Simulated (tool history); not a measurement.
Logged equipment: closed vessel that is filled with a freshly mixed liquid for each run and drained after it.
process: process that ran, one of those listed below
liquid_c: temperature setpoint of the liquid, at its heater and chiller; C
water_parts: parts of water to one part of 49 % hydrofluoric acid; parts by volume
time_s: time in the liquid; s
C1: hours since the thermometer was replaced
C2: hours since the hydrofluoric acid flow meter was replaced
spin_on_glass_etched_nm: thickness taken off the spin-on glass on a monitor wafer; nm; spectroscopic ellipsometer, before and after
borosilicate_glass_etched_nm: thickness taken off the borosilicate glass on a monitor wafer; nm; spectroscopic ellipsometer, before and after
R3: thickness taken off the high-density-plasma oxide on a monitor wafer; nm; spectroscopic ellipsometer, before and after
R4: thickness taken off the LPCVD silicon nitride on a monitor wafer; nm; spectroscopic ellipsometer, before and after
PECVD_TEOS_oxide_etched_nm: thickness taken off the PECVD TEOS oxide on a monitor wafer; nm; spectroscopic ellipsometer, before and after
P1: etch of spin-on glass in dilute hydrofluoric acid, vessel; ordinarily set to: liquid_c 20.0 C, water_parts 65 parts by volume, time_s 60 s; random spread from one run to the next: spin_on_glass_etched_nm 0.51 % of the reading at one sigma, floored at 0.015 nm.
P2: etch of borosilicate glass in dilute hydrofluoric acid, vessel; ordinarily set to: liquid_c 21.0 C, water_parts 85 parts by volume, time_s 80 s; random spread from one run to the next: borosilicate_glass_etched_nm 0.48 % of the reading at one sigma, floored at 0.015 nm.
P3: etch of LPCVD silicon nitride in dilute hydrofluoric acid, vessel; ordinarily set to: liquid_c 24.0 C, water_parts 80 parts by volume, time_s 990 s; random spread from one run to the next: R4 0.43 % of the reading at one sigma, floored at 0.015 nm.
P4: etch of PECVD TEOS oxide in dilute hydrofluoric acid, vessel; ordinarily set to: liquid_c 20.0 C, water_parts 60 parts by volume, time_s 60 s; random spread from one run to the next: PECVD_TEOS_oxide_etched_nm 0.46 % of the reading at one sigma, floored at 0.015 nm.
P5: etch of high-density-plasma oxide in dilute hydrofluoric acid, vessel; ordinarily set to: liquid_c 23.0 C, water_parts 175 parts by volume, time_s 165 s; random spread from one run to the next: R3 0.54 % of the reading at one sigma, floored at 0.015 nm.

Run 1, hour 15.8: process P1, liquid_c 20.0 C, water_parts 65 parts by volume, time_s 60 s; C1 570.1; C2 1725.3. Result: spin_on_glass_etched_nm 52.136 nm.
Run 2, hour 23.8: process P1, liquid_c 20.0 C, water_parts 65 parts by volume, time_s 60 s; C1 578.1; C2 1733.3. Result: spin_on_glass_etched_nm 51.663 nm.
Run 3, hour 37.0: process P1, liquid_c 27.5 C, water_parts 65 parts by volume, time_s 60 s; C1 591.3; C2 1746.5. Result: spin_on_glass_etched_nm 70.627 nm.
Run 4, hour 51.8: process P1, liquid_c 17.0 C, water_parts 85 parts by volume, time_s 60 s; C1 606.1; C2 1761.3. Result: spin_on_glass_etched_nm 34.370 nm.
Run 5, hour 60.7: process P2, liquid_c 21.0 C, water_parts 135 parts by volume, time_s 80 s; C1 615.0; C2 1770.2. Result: borosilicate_glass_etched_nm 11.988 nm.
Run 6, hour 72.5: process P5, liquid_c 23.0 C, water_parts 175 parts by volume, time_s 320 s; C1 626.8; C2 1782.0. Result: R3 8.8249 nm.
Run 7, hour 86.0: process P3, liquid_c 24.0 C, water_parts 110 parts by volume, time_s 990 s; C1 640.3; C2 1795.5. Result: R4 4.71800 nm.
Run 8, hour 104.0: process P1, liquid_c 20.0 C, water_parts 105 parts by volume, time_s 90 s; C1 658.3; C2 1813.5. Result: spin_on_glass_etched_nm 46.015 nm.
Run 9, hour 115.0: process P2, liquid_c 25.5 C, water_parts 85 parts by volume, time_s 80 s; C1 669.3; C2 1824.5. Result: borosilicate_glass_etched_nm 24.335 nm.
Run 10, hour 131.4: process P1, liquid_c 17.0 C, water_parts 65 parts by volume, time_s 60 s; C1 685.7; C2 1840.9. Result: spin_on_glass_etched_nm 45.730 nm.
Run 11, hour 139.4: process P5, liquid_c 23.0 C, water_parts 175 parts by volume, time_s 165 s; C1 693.7; C2 1848.9. Result: R3 4.5785 nm.
Run 12, hour 148.6: process P3, liquid_c 24.0 C, water_parts 80 parts by volume, time_s 990 s; C1 702.9; C2 1858.1. Result: R4 6.38560 nm.
Run 13, hour 158.3: process P5, liquid_c 23.0 C, water_parts 175 parts by volume, time_s 165 s; C1 712.6; C2 1867.8. Result: R3 4.5993 nm.
Run 14, hour 169.4: process P4, liquid_c 20.0 C, water_parts 20 parts by volume, time_s 60 s; C1 723.7; C2 1878.9. Result: PECVD_TEOS_oxide_etched_nm 32.378 nm.
Run 15, hour 181.3: process P1, liquid_c 20.0 C, water_parts 65 parts by volume, time_s 60 s; C1 735.6; C2 1890.8. Result: spin_on_glass_etched_nm 52.605 nm.
Run 16, hour 189.9: process P1, liquid_c 20.0 C, water_parts 65 parts by volume, time_s 30 s; C1 744.2; C2 1899.4. Result: spin_on_glass_etched_nm 26.016 nm.
Run 17, hour 198.7: process P4, liquid_c 20.0 C, water_parts 60 parts by volume, time_s 60 s; C1 753.0; C2 1908.2. Result: PECVD_TEOS_oxide_etched_nm 10.239 nm.
Run 18, hour 210.7: process P1, liquid_c 20.0 C, water_parts 65 parts by volume, time_s 95 s; C1 765.0; C2 1920.2. Result: spin_on_glass_etched_nm 83.443 nm.
Run 19, hour 224.9: process P1, liquid_c 20.0 C, water_parts 95 parts by volume, time_s 60 s; C1 779.2; C2 1934.4. Result: spin_on_glass_etched_nm 34.737 nm.
Run 20, hour 240.6: process P5, liquid_c 23.0 C, water_parts 260 parts by volume, time_s 165 s; C1 794.9; C2 1950.1. Result: R3 2.8360 nm.
Run 21, hour 251.3: process P1, liquid_c 20.0 C, water_parts 65 parts by volume, time_s 60 s; C1 805.6; C2 1960.8. Result: spin_on_glass_etched_nm 52.693 nm.
Run 22, hour 259.3: process P4, liquid_c 20.0 C, water_parts 60 parts by volume, time_s 85 s; C1 813.6; C2 1968.8. Result: PECVD_TEOS_oxide_etched_nm 14.512 nm.
Run 23, hour 274.7: process P1, liquid_c 20.0 C, water_parts 65 parts by volume, time_s 60 s; C1 829.0; C2 1984.2. Result: spin_on_glass_etched_nm 52.476 nm.
Run 24, hour 292.8: process P1, liquid_c 20.0 C, water_parts 20 parts by volume, time_s 105 s; C1 847.1; C2 2002.3. Result: spin_on_glass_etched_nm 313.620 nm.
Run 25, hour 306.5: process P1, liquid_c 20.0 C, water_parts 65 parts by volume, time_s 60 s; C1 860.8; C2 2016.0. Result: spin_on_glass_etched_nm 51.990 nm.
Run 26, hour 318.7: process P2, liquid_c 21.0 C, water_parts 85 parts by volume, time_s 160 s; C1 873.0; C2 2028.2. Result: borosilicate_glass_etched_nm 40.472 nm.
Run 27, hour 329.8: process P3, liquid_c 24.0 C, water_parts 80 parts by volume, time_s 30 s; C1 884.1; C2 2039.3. Result: R4 0.20725 nm.
Run 28, hour 341.2: process P1, liquid_c 20.0 C, water_parts 40 parts by volume, time_s 60 s; C1 895.5; C2 2050.7. Result: spin_on_glass_etched_nm 87.378 nm.
Run 29, hour 353.7: process P2, liquid_c 21.0 C, water_parts 85 parts by volume, time_s 80 s; C1 908.0; C2 2063.2. Result: borosilicate_glass_etched_nm 20.102 nm.
Run 30, hour 362.6: process P3, liquid_c 19.0 C, water_parts 80 parts by volume, time_s 990 s; C1 916.9; C2 2072.1. Result: R4 4.55540 nm.
Run 31, hour 374.8: process P4, liquid_c 25.0 C, water_parts 60 parts by volume, time_s 60 s; C1 929.1; C2 2084.3. Result: PECVD_TEOS_oxide_etched_nm 12.590 nm.
Run 32, hour 391.4: process P5, liquid_c 17.0 C, water_parts 175 parts by volume, time_s 165 s; C1 945.7; C2 2100.9. Result: R3 3.6198 nm.
Run 33, hour 409.0: process P1, liquid_c 20.0 C, water_parts 65 parts by volume, time_s 60 s; C1 963.3; C2 2118.5. Result: spin_on_glass_etched_nm 53.017 nm.
Run 34, hour 425.3: process P1, liquid_c 20.0 C, water_parts 65 parts by volume, time_s 60 s; C1 979.6; C2 2134.8. Result: spin_on_glass_etched_nm 50.889 nm.
Run 35, hour 433.9: process P1, liquid_c 20.0 C, water_parts 65 parts by volume, time_s 60 s; C1 988.2; C2 2143.4. Result: spin_on_glass_etched_nm 50.115 nm.
Run 36, hour 450.0: process P1, liquid_c 20.0 C, water_parts 65 parts by volume, time_s 60 s; C1 1004.3; C2 2159.5. Result: spin_on_glass_etched_nm 49.153 nm.
Run 37, hour 463.2: process P1, liquid_c 20.0 C, water_parts 65 parts by volume, time_s 60 s; C1 1017.5; C2 2172.7. Result: spin_on_glass_etched_nm 49.735 nm.
Run 38, hour 476.9: process P1, liquid_c 20.0 C, water_parts 65 parts by volume, time_s 60 s; C1 1031.2; C2 2186.4. Result: spin_on_glass_etched_nm 49.397 nm.
Run 39, hour 492.0: process P1, liquid_c 20.0 C, water_parts 65 parts by volume, time_s 60 s; C1 1046.3; C2 2201.5. Result: spin_on_glass_etched_nm 48.922 nm.
Run 40, hour 505.3: process P1, liquid_c 20.0 C, water_parts 65 parts by volume, time_s 60 s; C1 1059.6; C2 2214.8. Result: spin_on_glass_etched_nm 48.756 nm.
Run 41, hour 522.7: process P1, liquid_c 20.0 C, water_parts 65 parts by volume, time_s 60 s; C1 1077.0; C2 2232.2. Result: spin_on_glass_etched_nm 49.039 nm.
Run 42, hour 538.1: process P1, liquid_c 20.0 C, water_parts 65 parts by volume, time_s 60 s; C1 1092.4; C2 2247.6. Result: spin_on_glass_etched_nm 49.075 nm.

The log shows P1 creeping away from where it was. Any of the 2 causes listed here, at the size stated for it, fits the log just as well as the others:
A: liquid colder than its thermometer reads (K) = 1.59
B: hydrofluoric acid flow below the setpoint (%) = 6.02
The drift started at roughly hour 409.0.

Of the 4 check runs listed below, each run on one wafer and each result written as a question mark, which would let you distinguish the listed causes because they would give clearly different results?
Run check 1, hour 553.5: process P5, liquid_c 17.0 C, water_parts 175 parts by volume, time_s 245 s. Result: R3 ?.
Run check 2, hour 553.5: process P2, liquid_c 21.0 C, water_parts 115 parts by volume, time_s 80 s. Result: borosilicate_glass_etched_nm ?.
Run check 3, hour 553.5: process P4, liquid_c 23.0 C, water_parts 60 parts by volume, time_s 60 s. Result: PECVD_TEOS_oxide_etched_nm ?.
Run check 4, hour 553.5: process P3, liquid_c 19.0 C, water_parts 80 parts by volume, time_s 990 s. Result: R4 ?.

Check results expected under each cause:
  check                        result     if A     if B
check 1                            R3   5.0533   5.0142
check 2  borosilicate_glass_etched_nm   13.478   13.400
check 3    PECVD_TEOS_oxide_etched_nm   10.860   10.849
check 4                            R4  4.07470  4.28470
Gap, in per cent, between the two causes that each check separates least, read from the result that separates them most: check 1 0.78 %; check 2 0.58 %; check 3 0.1 %; check 4 5.03 %
Check 4 tells the causes apart: in the others they would give nearly the same result.

The results of check 4 are: R4 4.24690 nm. Based on these, which of the listed causes is it?

B is the cause: hydrofluoric acid flow below the setpoint (%).

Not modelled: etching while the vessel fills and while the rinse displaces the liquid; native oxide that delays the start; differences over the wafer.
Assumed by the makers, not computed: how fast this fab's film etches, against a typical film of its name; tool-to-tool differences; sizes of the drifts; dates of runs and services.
